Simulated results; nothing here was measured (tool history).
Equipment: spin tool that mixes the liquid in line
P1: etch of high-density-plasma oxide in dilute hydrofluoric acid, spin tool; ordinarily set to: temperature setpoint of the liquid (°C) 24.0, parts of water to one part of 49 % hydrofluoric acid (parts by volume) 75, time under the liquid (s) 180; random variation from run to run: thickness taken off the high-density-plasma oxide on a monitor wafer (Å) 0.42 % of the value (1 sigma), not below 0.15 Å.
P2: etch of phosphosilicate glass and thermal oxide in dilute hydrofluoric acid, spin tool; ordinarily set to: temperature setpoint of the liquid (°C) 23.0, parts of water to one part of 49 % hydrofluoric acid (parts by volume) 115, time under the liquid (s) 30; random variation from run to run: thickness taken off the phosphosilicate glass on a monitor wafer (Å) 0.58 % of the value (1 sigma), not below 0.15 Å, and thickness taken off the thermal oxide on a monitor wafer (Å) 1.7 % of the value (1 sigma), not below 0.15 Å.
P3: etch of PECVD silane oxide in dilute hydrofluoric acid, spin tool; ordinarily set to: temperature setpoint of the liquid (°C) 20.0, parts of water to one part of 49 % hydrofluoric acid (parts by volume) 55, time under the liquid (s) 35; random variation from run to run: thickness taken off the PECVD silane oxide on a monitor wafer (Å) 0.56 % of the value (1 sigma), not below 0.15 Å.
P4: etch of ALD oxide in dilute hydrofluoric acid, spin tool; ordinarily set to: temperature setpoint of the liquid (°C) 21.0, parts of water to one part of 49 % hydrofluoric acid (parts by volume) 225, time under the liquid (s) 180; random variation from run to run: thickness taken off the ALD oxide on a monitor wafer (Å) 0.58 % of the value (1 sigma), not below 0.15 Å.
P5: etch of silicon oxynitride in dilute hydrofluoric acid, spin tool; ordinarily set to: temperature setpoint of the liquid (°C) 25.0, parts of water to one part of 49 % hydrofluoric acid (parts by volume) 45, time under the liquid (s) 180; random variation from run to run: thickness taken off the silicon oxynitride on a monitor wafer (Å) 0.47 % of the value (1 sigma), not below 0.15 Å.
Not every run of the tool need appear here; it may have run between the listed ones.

run	hour	process that ran	temperature setpoint of the liquid (°C)	parts of water to one part of 49 % hydrofluoric acid (parts by volume)	time under the liquid (s)	hours since the thermometer was replaced	hours since the hydrofluoric acid flow meter was replaced	thickness taken off the high-density-plasma oxide on a monitor wafer (Å)	thickness taken off the silicon oxynitride on a monitor wafer (Å)	thickness taken off the ALD oxide on a monitor wafer (Å)	thickness taken off the PECVD silane oxide on a monitor wafer (Å)	thickness taken off the phosphosilicate glass on a monitor wafer (Å)	thickness taken off the thermal oxide on a monitor wafer (Å)
1	3.6	P1	24.0	75	180	1633.6	1114.3	172.0400					
2	7.8	P5	25.0	60	180	1637.8	1118.5		55.235				
3	11.1	P4	21.0	225	180	1641.1	1121.8			132.580			
4	14.6	P3	20.0	55	15	1644.6	1125.3				109.67		
5	20.7	P1	24.0	30	180	1650.7	1131.4	459.4000					
6	24.9	P1	24.0	75	180	1654.9	1135.6	172.9100					
7	28.7	P5	25.0	45	180	1658.7	1139.4		73.678				
8	32.8	P1	24.0	75	55	1662.8	1143.5	53.1150					
9	40.0	P2	23.0	115	50	1670.0	1150.7					412.91	20.7080
# hour 41.8: thermometer replaced
10	45.3	P5	25.0	45	180	3.5	1156.0		74.101				
11	48.9	P4	26.5	225	180	7.1	1159.6			161.080			
12	53.0	P2	23.0	115	30	11.2	1163.7					253.39	12.4190
13	59.7	P4	21.0	225	25	17.9	1170.4			18.223			
14	65.5	P1	17.0	75	180	23.7	1176.2	129.6700					
15	68.9	P4	21.0	95	180	27.1	1179.6			358.990			
16	72.8	P4	21.0	225	180	31.0	1183.5			131.630			
17	76.8	P3	25.5	55	35	35.0	1187.5				319.23		
18	83.5	P1	24.0	75	180	41.7	1194.2	174.4400					
19	86.7	P2	23.0	30	30	44.9	1197.4					1078.50	54.7550
20	92.4	P3	20.0	80	35	50.6	1203.1				169.81		
21	95.8	P2	17.0	115	30	54.0	1206.5					194.08	9.8317
22	102.1	P1	29.5	75	180	60.3	1212.8	215.7000					
23	107.6	P5	25.0	45	310	65.8	1218.3		127.860				
24	114.6	P3	20.0	55	35	72.8	1225.3				256.53		
25	119.0	P1	24.0	130	15	77.2	1229.7	7.9738					
26	124.1	P1	24.0	75	180	82.3	1234.8	175.2600					
27	129.9	P2	23.0	115	30	88.1	1240.6					252.70	12.1770
28	134.9	P1	24.0	75	180	93.1	1245.6	173.6800					
29	138.8	P1	24.0	115	180	97.0	1249.5	107.8400					
30	144.0	P3	20.0	55	35	102.2	1254.7				255.70		
31	147.9	P1	24.0	75	180	106.1	1258.6	172.3400					
32	153.0	P1	24.0	75	305	111.2	1263.7	292.9900					
33	159.2	P5	17.0	45	180	117.4	1269.9		49.204				
34	165.4	P1	24.0	75	180	123.6	1276.1	174.7300					
35	172.7	P1	24.0	75	180	130.9	1283.4	179.7500					
36	177.5	P1	24.0	75	180	135.7	1288.2	182.3500					
37	184.4	P1	24.0	75	180	142.6	1295.1	185.0500					
38	191.2	P1	24.0	75	180	149.4	1301.9	186.7300					
39	195.7	P1	24.0	75	180	153.9	1306.4	187.8800					
40	202.6	P1	24.0	75	180	160.8	1313.3	190.4400					
41	205.8	P1	24.0	75	180	164.0	1316.5	190.2400					
42	210.7	P1	24.0	75	180	168.9	1321.4	188.2400					
43	217.9	P1	24.0	75	180	176.1	1328.6	189.0200					
44	222.8	P1	24.0	75	180	181.0	1333.5	188.6200					

What P1 gives has crept off from where it sat before. The 2 causes that follow fit the log equally well, each at the size noted:
A: hydrofluoric acid flow above the setpoint (%) = 8.56
B: liquid hotter than its thermometer reads (K) = 2.25
The gradual shift began around hour 165.4.

The 4 check runs listed below each average the results of 2 wafers, and their outcomes are marked with question marks. Under which run would the listed causes produce clearly different results?
check 1	227.7	P5	17.0	45	180				?				
check 2	227.7	P4	21.0	115	30					?			
check 3	227.7	P2	17.0	115	45							?	?
check 4	227.7	P3	20.0	80	35						?		

How each check would come out, cause by cause:
check	result	if A	if B
check 1	thickness taken off the silicon oxynitride on a monitor wafer (Å)	54.026	55.726
check 2	thickness taken off the ALD oxide on a monitor wafer (Å)	52.977	52.838
check 3	thickness taken off the phosphosilicate glass on a monitor wafer (Å)	324.20	324.75
check 3	thickness taken off the thermal oxide on a monitor wafer (Å)	16.1560	16.1830
check 4	thickness taken off the PECVD silane oxide on a monitor wafer (Å)	186.72	187.33
Smallest distance between any two causes, each pair judged by its most separating result, in per cent: check 1 3.1 %; check 2 0.26 %; check 3 0.17 %; check 4 0.33 %
Only in check 1 would the causes give clearly different results; in the remaining checks their results would be nearly the same.

Then check 1 was run and gave: thickness taken off the silicon oxynitride on a monitor wafer (Å) 53.996. Which cause is it?

Of the candidate causes, it is A: hydrofluoric acid flow above the setpoint (%).

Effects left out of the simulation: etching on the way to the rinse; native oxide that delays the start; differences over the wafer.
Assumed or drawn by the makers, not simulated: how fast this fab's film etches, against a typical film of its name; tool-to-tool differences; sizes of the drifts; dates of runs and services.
